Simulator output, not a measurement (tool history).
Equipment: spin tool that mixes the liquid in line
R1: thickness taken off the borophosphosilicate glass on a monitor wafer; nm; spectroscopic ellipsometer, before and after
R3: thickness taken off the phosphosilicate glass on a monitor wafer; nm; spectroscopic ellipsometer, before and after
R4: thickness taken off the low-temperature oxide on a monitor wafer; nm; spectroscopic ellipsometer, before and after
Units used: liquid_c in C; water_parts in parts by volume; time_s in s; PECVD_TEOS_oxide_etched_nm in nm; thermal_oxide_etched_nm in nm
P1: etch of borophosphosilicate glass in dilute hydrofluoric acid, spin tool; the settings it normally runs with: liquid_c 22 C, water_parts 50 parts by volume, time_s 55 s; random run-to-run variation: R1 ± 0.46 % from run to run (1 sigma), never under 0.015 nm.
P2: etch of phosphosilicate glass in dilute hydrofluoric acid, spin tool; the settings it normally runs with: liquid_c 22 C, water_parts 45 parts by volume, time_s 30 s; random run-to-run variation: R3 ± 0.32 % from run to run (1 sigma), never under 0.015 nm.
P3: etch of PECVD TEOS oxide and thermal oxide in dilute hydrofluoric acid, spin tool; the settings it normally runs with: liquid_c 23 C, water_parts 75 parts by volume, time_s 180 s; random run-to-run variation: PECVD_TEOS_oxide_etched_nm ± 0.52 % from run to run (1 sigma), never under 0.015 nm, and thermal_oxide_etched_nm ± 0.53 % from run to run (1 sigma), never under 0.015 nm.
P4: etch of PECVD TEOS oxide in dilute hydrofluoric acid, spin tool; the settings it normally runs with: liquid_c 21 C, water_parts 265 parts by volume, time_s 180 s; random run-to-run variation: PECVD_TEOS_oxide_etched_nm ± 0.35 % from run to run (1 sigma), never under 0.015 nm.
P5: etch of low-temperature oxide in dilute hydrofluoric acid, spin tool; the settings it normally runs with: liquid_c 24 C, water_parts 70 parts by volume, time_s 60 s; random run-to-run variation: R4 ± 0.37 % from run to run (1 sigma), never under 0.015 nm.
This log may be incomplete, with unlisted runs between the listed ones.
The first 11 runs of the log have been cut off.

Run 12, day 1.8: process P4, liquid_c 21 C, water_parts 360 parts by volume, time_s 180 s. Result: PECVD_TEOS_oxide_etched_nm 5.8703 nm.
Run 13, day 1.979: process P1, liquid_c 22 C, water_parts 50 parts by volume, time_s 55 s. Result: R1 36.234 nm.
Run 14, day 2.162: process P5, liquid_c 24 C, water_parts 70 parts by volume, time_s 105 s. Result: R4 36.292 nm.
Run 15, day 2.362: process P3, liquid_c 23 C, water_parts 75 parts by volume, time_s 15 s. Result: PECVD_TEOS_oxide_etched_nm 1.9179 nm, thermal_oxide_etched_nm 0.96904 nm.
Run 16, day 2.521: process P1, liquid_c 29 C, water_parts 50 parts by volume, time_s 55 s. Result: R1 47.965 nm.
Run 17, day 2.708: process P2, liquid_c 22 C, water_parts 20 parts by volume, time_s 30 s. Result: R3 226.11 nm.
Run 18, day 2.838: process P4, liquid_c 21 C, water_parts 265 parts by volume, time_s 180 s. Result: PECVD_TEOS_oxide_etched_nm 8.7143 nm.
Run 19, day 2.988: process P5, liquid_c 24 C, water_parts 70 parts by volume, time_s 60 s. Result: R4 20.839 nm.
Run 20, day 3.196: process P1, liquid_c 22 C, water_parts 50 parts by volume, time_s 55 s. Result: R1 36.136 nm.
Run 21, day 3.317: process P1, liquid_c 17 C, water_parts 50 parts by volume, time_s 55 s. Result: R1 29.385 nm.
Run 22, day 3.467: process P1, liquid_c 22 C, water_parts 80 parts by volume, time_s 55 s. Result: R1 21.961 nm.
Run 23, day 3.667: process P1, liquid_c 22 C, water_parts 50 parts by volume, time_s 55 s. Result: R1 36.212 nm.
Run 24, day 3.829: process P1, liquid_c 22 C, water_parts 50 parts by volume, time_s 55 s. Result: R1 36.312 nm.
Run 25, day 3.958: process P2, liquid_c 28.5 C, water_parts 45 parts by volume, time_s 30 s. Result: R3 126.7 nm.
Run 26, day 4.146: process P1, liquid_c 22 C, water_parts 50 parts by volume, time_s 55 s. Result: R1 36.027 nm.
Run 27, day 4.325: process P1, liquid_c 22 C, water_parts 50 parts by volume, time_s 15 s. Result: R1 9.8531 nm.
Run 28, day 4.462: process P4, liquid_c 26.5 C, water_parts 265 parts by volume, time_s 180 s. Result: PECVD_TEOS_oxide_etched_nm 10.575 nm.
Run 29, day 4.658: process P1, liquid_c 22 C, water_parts 80 parts by volume, time_s 15 s. Result: R1 5.9902 nm.
Run 30, day 4.8: process P5, liquid_c 17 C, water_parts 70 parts by volume, time_s 60 s. Result: R4 15.567 nm.
Run 31, day 4.921: process P5, liquid_c 24 C, water_parts 70 parts by volume, time_s 60 s. Result: R4 20.829 nm.

Run 32 has not been measured yet. What should we expect?
Run 32, day 5.071: process P1, liquid_c 22 C, water_parts 50 parts by volume, time_s 95 s. Result: R1 ?.

Run 32 measured R1 62.942 nm.
